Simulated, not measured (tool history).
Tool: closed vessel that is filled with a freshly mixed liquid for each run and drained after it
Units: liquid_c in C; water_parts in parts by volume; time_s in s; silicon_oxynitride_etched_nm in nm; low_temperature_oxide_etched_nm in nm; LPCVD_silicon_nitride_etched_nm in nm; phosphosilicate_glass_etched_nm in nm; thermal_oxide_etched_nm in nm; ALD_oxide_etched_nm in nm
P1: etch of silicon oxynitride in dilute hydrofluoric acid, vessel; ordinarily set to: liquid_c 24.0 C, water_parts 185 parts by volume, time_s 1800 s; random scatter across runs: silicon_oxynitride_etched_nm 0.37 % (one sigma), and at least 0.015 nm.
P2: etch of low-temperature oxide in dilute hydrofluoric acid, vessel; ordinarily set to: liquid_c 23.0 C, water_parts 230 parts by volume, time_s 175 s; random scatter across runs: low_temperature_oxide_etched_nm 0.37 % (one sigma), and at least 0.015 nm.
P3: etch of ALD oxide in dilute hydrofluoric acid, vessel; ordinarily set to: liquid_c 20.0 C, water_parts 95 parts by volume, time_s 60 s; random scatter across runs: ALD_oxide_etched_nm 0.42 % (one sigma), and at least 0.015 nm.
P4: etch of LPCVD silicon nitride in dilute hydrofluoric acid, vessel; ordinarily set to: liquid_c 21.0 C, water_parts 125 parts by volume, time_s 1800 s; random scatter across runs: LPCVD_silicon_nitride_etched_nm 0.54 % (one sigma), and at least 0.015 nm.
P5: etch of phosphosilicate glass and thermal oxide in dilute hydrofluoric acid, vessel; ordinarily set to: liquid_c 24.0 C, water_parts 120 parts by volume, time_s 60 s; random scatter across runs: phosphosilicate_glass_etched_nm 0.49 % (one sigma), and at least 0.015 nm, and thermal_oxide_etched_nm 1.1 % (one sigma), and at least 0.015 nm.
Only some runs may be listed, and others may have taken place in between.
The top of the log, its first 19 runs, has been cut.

run	day	process	liquid_c	water_parts	time_s	silicon_oxynitride_etched_nm	low_temperature_oxide_etched_nm	LPCVD_silicon_nitride_etched_nm	phosphosilicate_glass_etched_nm	thermal_oxide_etched_nm	ALD_oxide_etched_nm
20	9.867	P1	24.0	185	1800	14.30800					
21	10.333	P1	30.0	185	1800	18.70700					
22	10.867	P3	20.0	95	60						17.0950
23	11.446	P2	17.0	230	175		5.2007				
24	11.958	P4	21.0	210	1800			3.1016			
25	12.550	P3	28.0	95	60						23.5020
26	13.162	P1	24.0	105	3170	47.26500					
27	13.712	P1	24.0	185	1800	14.31600					
28	14.096	P5	24.0	45	60				159.650	6.5477	
29	14.583	P1	20.0	185	1800	11.89900					
30	15.029	P2	23.0	105	175		16.3790				
31	15.496	P5	24.0	120	105				95.368	3.9300	
32	16.158	P1	24.0	185	1800	14.32800					
33	16.729	P1	24.0	185	1800	14.92400					
34	17.054	P1	24.0	185	1800	15.02100					

Run 35 comes next. What will it give?
35	17.429	P1	24.0	185	1800	?					

silicon_oxynitride_etched_nm: 15.28100 nm
